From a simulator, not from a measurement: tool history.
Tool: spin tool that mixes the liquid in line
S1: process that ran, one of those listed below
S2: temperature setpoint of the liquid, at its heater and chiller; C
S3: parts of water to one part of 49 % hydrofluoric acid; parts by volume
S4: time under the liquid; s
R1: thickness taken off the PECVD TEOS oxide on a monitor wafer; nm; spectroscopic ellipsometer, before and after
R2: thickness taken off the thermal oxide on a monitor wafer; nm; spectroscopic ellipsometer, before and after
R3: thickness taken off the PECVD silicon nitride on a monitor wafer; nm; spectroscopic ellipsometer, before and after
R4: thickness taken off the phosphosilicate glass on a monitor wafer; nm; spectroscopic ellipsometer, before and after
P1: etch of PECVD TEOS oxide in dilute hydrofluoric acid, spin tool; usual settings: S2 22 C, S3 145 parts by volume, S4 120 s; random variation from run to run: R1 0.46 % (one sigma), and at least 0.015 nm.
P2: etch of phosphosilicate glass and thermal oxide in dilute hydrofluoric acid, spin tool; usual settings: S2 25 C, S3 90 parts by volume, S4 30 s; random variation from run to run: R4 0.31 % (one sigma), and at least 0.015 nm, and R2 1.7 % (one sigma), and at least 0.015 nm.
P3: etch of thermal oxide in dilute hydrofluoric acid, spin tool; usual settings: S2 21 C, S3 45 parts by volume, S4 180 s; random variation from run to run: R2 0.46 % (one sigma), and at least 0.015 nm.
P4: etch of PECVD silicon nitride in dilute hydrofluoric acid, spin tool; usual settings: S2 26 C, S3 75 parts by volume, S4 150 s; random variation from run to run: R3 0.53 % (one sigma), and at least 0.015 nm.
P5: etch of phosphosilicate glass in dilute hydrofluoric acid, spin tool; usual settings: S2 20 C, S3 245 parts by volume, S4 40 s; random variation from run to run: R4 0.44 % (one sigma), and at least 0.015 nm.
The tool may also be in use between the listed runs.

run   hour  S1    S2   S3   S4      R1       R2      R3      R4
  1    4.8  P1    22  145  120  9.8763
  2   10.3  P1    22  145  120  9.8869
  3     16  P3    21   20  180           42.336
  4   19.1  P1    22   40  120  40.971
  5   24.3  P1    22  145  120  10.082
  6   29.9  P1    22  145   55   4.563
  7   35.1  P1  27.5   60  120  32.992
  8   40.3  P4    34   75  150                   13.045
  9   44.9  P4    26  125  150                   4.7718
 10     50  P5    20  245   80                           27.201
 11   53.2  P1    22  145  235  19.501
 12   56.5  P2    25  160   30          0.88173           22.74
 13   60.9  P5    20  245   40                           13.522
 14   66.7  P2  29.5   90   30           1.9047          52.783
 15   71.5  P1    22  240  120  5.4615
 16   74.2  P2    25   90   55           2.9222           80.84
 17   78.4  P1    22  145  120  9.9269
      81.1  -- hydrofluoric acid flow meter replaced
 18   83.9  P4    26   75   45                   2.3549
 19   86.6  P4    26   75  150                   7.9239
 20   90.7  P1    22  145  120  9.9209
 21     96  P1    17  145  120  8.2401
 22  101.8  P5  24.5  245   40                           15.935
 23    107  P2    25   90   30           1.6248          44.029
 24  110.1  P3    21   45  180           18.234
 25    116  P4    26   75  150                   7.9091
 26  121.5  P3    21   45  180            18.24
 27  126.1  P3    21   45   15            1.517
 28  129.8  P1    28  145  120  12.502
 29  134.5  P5    20  105   40                           36.623
 30  138.6  P3    17   45  180           15.431
 31  141.8  P1    22  210  215  11.379
 32  146.2  P1    22  145  120  9.9184
 33  150.4  P1    22  145  120  10.289
 34  156.3  P1    22  145  120   10.48
 35  161.2  P1    22  145  120  10.522
 36  164.1  P1    22  145  120  10.549
 37  167.4  P1    22  145  120  10.591
 38  173.1  P1    22  145  120  10.664
 39  175.8  P1    22  145  120  10.624

What P1 gives has crept away from where it was. These 2 causes fit the log equally well, each at the size given:
A: hydrofluoric acid flow above the setpoint (%) = 5.77
B: liquid hotter than its thermometer reads (K) = 1.68
The creep began at about hour 146.2.

4 check runs are offered, one wafer each, their results left as question marks. Which one tells the causes apart?
check 1  178.5  P3  17   45  15       ?
check 2  178.5  P5  20  145  80               ?
check 3  178.5  P2  25  140  30       ?       ?
check 4  178.5  P4  26   75  95           ?

What each check would give under each cause:
  check  result    if A    if B
check 1      R2  1.3664  1.3858
check 2      R4  54.135  54.248
check 3      R2  1.0638   1.062
check 3      R4  28.423  28.374
check 4      R3  5.2631  5.5555
How far apart the two closest causes lie, in the result that separates them most: check 1 1.41 %; check 2 0.21 %; check 3 0.17 %; check 4 5.41 %
Check 4 tells the causes apart: in the others they would give nearly the same result.

Then check 4 was run and gave: R3 5.2386 nm. Which cause is it?

It is A: hydrofluoric acid flow above the setpoint (%).
